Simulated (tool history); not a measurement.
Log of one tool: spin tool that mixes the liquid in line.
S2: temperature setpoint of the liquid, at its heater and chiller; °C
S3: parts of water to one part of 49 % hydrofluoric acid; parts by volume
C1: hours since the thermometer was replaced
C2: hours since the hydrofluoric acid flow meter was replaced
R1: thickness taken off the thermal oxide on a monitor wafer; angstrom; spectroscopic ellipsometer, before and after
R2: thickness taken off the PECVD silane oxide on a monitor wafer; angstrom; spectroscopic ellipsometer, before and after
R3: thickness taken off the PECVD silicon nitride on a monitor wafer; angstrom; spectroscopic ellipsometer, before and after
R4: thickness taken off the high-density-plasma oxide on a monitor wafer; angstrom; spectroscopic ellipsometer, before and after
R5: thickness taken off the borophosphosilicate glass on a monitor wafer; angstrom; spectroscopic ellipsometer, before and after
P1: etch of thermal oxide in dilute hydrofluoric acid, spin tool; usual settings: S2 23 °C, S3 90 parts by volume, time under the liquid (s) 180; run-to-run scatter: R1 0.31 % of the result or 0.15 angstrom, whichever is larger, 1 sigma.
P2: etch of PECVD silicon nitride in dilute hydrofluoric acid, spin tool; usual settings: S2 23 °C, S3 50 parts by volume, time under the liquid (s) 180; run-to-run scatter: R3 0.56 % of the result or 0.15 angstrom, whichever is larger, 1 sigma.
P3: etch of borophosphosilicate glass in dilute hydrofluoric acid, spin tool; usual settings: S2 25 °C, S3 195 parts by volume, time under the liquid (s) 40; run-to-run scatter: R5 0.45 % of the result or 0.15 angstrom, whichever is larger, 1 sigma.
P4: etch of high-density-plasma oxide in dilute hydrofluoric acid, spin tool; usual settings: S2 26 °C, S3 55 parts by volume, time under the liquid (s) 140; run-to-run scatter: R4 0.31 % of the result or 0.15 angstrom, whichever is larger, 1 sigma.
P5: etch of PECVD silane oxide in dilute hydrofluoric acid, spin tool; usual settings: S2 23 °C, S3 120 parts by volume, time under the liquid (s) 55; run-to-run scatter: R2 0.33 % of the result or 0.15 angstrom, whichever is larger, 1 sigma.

{"run": 1, "hour": 4.2, "process that ran": "P1", "S2": 23, "S3": 90, "time under the liquid (s)": 180, "C1": 1313.1, "C2": 329.4, "R1": 89.252}
{"run": 2, "hour": 9.9, "process that ran": "P1", "S2": 23, "S3": 90, "time under the liquid (s)": 25, "C1": 1318.8, "C2": 335.1, "R1": 12.655}
{"run": 3, "hour": 16.6, "process that ran": "P5", "S2": 23, "S3": 120, "time under the liquid (s)": 55, "C1": 1325.5, "C2": 341.8, "R2": 106.24}
{"run": 4, "hour": 24.5, "process that ran": "P2", "S2": 23, "S3": 50, "time under the liquid (s)": 315, "C1": 1333.4, "C2": 349.7, "R3": 130.32}
{"run": 5, "hour": 32.0, "process that ran": "P4", "S2": 32.5, "S3": 55, "time under the liquid (s)": 140, "C1": 1340.9, "C2": 357.2, "R4": 263.94}
{"hour": 32.7, "done": "hydrofluoric acid flow meter replaced"}
{"run": 6, "hour": 37.1, "process that ran": "P1", "S2": 23, "S3": 90, "time under the liquid (s)": 180, "C1": 1346, "C2": 4.5, "R1": 89.62}
{"run": 7, "hour": 41.8, "process that ran": "P1", "S2": 23, "S3": 90, "time under the liquid (s)": 180, "C1": 1350.7, "C2": 9.2, "R1": 89.149}
{"hour": 45.5, "done": "thermometer replaced"}
{"run": 8, "hour": 48.4, "process that ran": "P1", "S2": 27.5, "S3": 60, "time under the liquid (s)": 180, "C1": 3, "C2": 15.8, "R1": 166.74}
{"run": 9, "hour": 54.0, "process that ran": "P3", "S2": 25, "S3": 195, "time under the liquid (s)": 40, "C1": 8.6, "C2": 21.4, "R5": 160.51}
{"run": 10, "hour": 59.0, "process that ran": "P3", "S2": 17, "S3": 195, "time under the liquid (s)": 40, "C1": 13.6, "C2": 26.4, "R5": 118.3}
{"run": 11, "hour": 66.4, "process that ran": "P4", "S2": 26, "S3": 55, "time under the liquid (s)": 140, "C1": 21, "C2": 33.8, "R4": 205.14}
{"run": 12, "hour": 75.1, "process that ran": "P1", "S2": 17, "S3": 90, "time under the liquid (s)": 180, "C1": 29.7, "C2": 42.5, "R1": 70.015}
{"run": 13, "hour": 81.7, "process that ran": "P1", "S2": 23, "S3": 90, "time under the liquid (s)": 180, "C1": 36.3, "C2": 49.1, "R1": 89.63}
{"run": 14, "hour": 89.1, "process that ran": "P2", "S2": 27, "S3": 50, "time under the liquid (s)": 180, "C1": 43.7, "C2": 56.5, "R3": 96.999}
{"run": 15, "hour": 94.9, "process that ran": "P3", "S2": 25, "S3": 195, "time under the liquid (s)": 65, "C1": 49.5, "C2": 62.3, "R5": 260.82}
{"run": 16, "hour": 99.7, "process that ran": "P2", "S2": 23, "S3": 50, "time under the liquid (s)": 180, "C1": 54.3, "C2": 67.1, "R3": 75.119}
{"run": 17, "hour": 107.9, "process that ran": "P1", "S2": 30, "S3": 120, "time under the liquid (s)": 180, "C1": 62.5, "C2": 75.3, "R1": 84.856}
{"run": 18, "hour": 115.9, "process that ran": "P2", "S2": 23, "S3": 75, "time under the liquid (s)": 180, "C1": 70.5, "C2": 83.3, "R3": 50.42}
{"run": 19, "hour": 121.9, "process that ran": "P5", "S2": 23, "S3": 165, "time under the liquid (s)": 55, "C1": 76.5, "C2": 89.3, "R2": 73.469}
{"run": 20, "hour": 130.0, "process that ran": "P1", "S2": 23, "S3": 20, "time under the liquid (s)": 55, "C1": 84.6, "C2": 97.4, "R1": 134.46}
{"run": 21, "hour": 134.2, "process that ran": "P4", "S2": 26, "S3": 55, "time under the liquid (s)": 255, "C1": 88.8, "C2": 101.6, "R4": 373.47}
{"run": 22, "hour": 139.7, "process that ran": "P1", "S2": 23, "S3": 30, "time under the liquid (s)": 180, "C1": 94.3, "C2": 107.1, "R1": 288.14}
{"run": 23, "hour": 146.7, "process that ran": "P4", "S2": 26, "S3": 30, "time under the liquid (s)": 140, "C1": 101.3, "C2": 114.1, "R4": 390.38}
{"run": 24, "hour": 152.8, "process that ran": "P5", "S2": 23, "S3": 120, "time under the liquid (s)": 55, "C1": 107.4, "C2": 120.2, "R2": 106.62}
{"run": 25, "hour": 156.8, "process that ran": "P3", "S2": 25, "S3": 325, "time under the liquid (s)": 40, "C1": 111.4, "C2": 124.2, "R5": 84.231}
{"run": 26, "hour": 162.8, "process that ran": "P1", "S2": 28.5, "S3": 90, "time under the liquid (s)": 180, "C1": 117.4, "C2": 130.2, "R1": 111.53}
{"run": 27, "hour": 168.9, "process that ran": "P1", "S2": 23, "S3": 90, "time under the liquid (s)": 340, "C1": 123.5, "C2": 136.3, "R1": 169.68}
{"run": 28, "hour": 172.8, "process that ran": "P5", "S2": 23, "S3": 120, "time under the liquid (s)": 15, "C1": 127.4, "C2": 140.2, "R2": 29.216}
{"run": 29, "hour": 181.0, "process that ran": "P5", "S2": 31, "S3": 120, "time under the liquid (s)": 55, "C1": 135.6, "C2": 148.4, "R2": 144.49}
{"run": 30, "hour": 187.9, "process that ran": "P1", "S2": 23, "S3": 125, "time under the liquid (s)": 180, "C1": 142.5, "C2": 155.3, "R1": 61.677}
{"run": 31, "hour": 192.2, "process that ran": "P3", "S2": 25, "S3": 195, "time under the liquid (s)": 40, "C1": 146.8, "C2": 159.6, "R5": 161.3}
{"run": 32, "hour": 199.3, "process that ran": "P1", "S2": 23, "S3": 90, "time under the liquid (s)": 180, "C1": 153.9, "C2": 166.7, "R1": 90.152}
{"run": 33, "hour": 205.7, "process that ran": "P1", "S2": 23, "S3": 90, "time under the liquid (s)": 180, "C1": 160.3, "C2": 173.1, "R1": 92.055}
{"run": 34, "hour": 212.6, "process that ran": "P1", "S2": 23, "S3": 90, "time under the liquid (s)": 180, "C1": 167.2, "C2": 180, "R1": 93.732}
{"run": 35, "hour": 219.9, "process that ran": "P1", "S2": 23, "S3": 90, "time under the liquid (s)": 180, "C1": 174.5, "C2": 187.3, "R1": 95.153}
{"run": 36, "hour": 225.2, "process that ran": "P1", "S2": 23, "S3": 90, "time under the liquid (s)": 180, "C1": 179.8, "C2": 192.6, "R1": 95.117}
{"run": 37, "hour": 230.9, "process that ran": "P1", "S2": 23, "S3": 90, "time under the liquid (s)": 180, "C1": 185.5, "C2": 198.3, "R1": 96.428}
{"run": 38, "hour": 236.0, "process that ran": "P1", "S2": 23, "S3": 90, "time under the liquid (s)": 180, "C1": 190.6, "C2": 203.4, "R1": 95.827}
{"run": 39, "hour": 240.7, "process that ran": "P1", "S2": 23, "S3": 90, "time under the liquid (s)": 180, "C1": 195.3, "C2": 208.1, "R1": 96.106}
{"run": 40, "hour": 248.9, "process that ran": "P1", "S2": 23, "S3": 90, "time under the liquid (s)": 180, "C1": 203.5, "C2": 216.3, "R1": 96.403}
{"run": 41, "hour": 253.9, "process that ran": "P1", "S2": 23, "S3": 90, "time under the liquid (s)": 180, "C1": 208.5, "C2": 221.3, "R1": 97.047}
{"run": 42, "hour": 259.9, "process that ran": "P1", "S2": 23, "S3": 90, "time under the liquid (s)": 180, "C1": 214.5, "C2": 227.3, "R1": 96.711}

What P1 gives has crept away from where it was. These 2 causes fit the log equally well, each at the size given:
A: hydrofluoric acid flow above the setpoint (%) = 6.96
B: liquid hotter than its thermometer reads (K) = 1.87
The creep began at about hour 199.3.

4 check runs are offered, one wafer each, their results left as question marks. Which one tells the causes apart?
{"run": "check 1", "hour": 265.9, "process that ran": "P3", "S2": 20.5, "S3": 195, "time under the liquid (s)": 40, "R5": "?"}
{"run": "check 2", "hour": 265.9, "process that ran": "P4", "S2": 29, "S3": 55, "time under the liquid (s)": 140, "R4": "?"}
{"run": "check 3", "hour": 265.9, "process that ran": "P2", "S2": 26.5, "S3": 50, "time under the liquid (s)": 180, "R3": "?"}
{"run": "check 4", "hour": 265.9, "process that ran": "P5", "S2": 31, "S3": 120, "time under the liquid (s)": 15, "R2": "?"}

What each check would give under each cause:
check=check_1 result=R5 if_A=147.34 if_B=146.06
check=check_2 result=R4 if_A=248.25 if_B=248.35
check=check_3 result=R3 if_A=100.84 if_B=106.75
check=check_4 result=R2 if_A=42.588 if_B=42.135
How far apart the two closest causes lie, in the result that separates them most: check 1 0.87 %; check 2 0.04 %; check 3 5.69 %; check 4 1.07 %
Check 3 tells the causes apart: in the others they would give nearly the same result.

Check 3 was then run and gave: R3 100.52 angstrom. Which cause is it?

It is A: hydrofluoric acid flow above the setpoint (%).

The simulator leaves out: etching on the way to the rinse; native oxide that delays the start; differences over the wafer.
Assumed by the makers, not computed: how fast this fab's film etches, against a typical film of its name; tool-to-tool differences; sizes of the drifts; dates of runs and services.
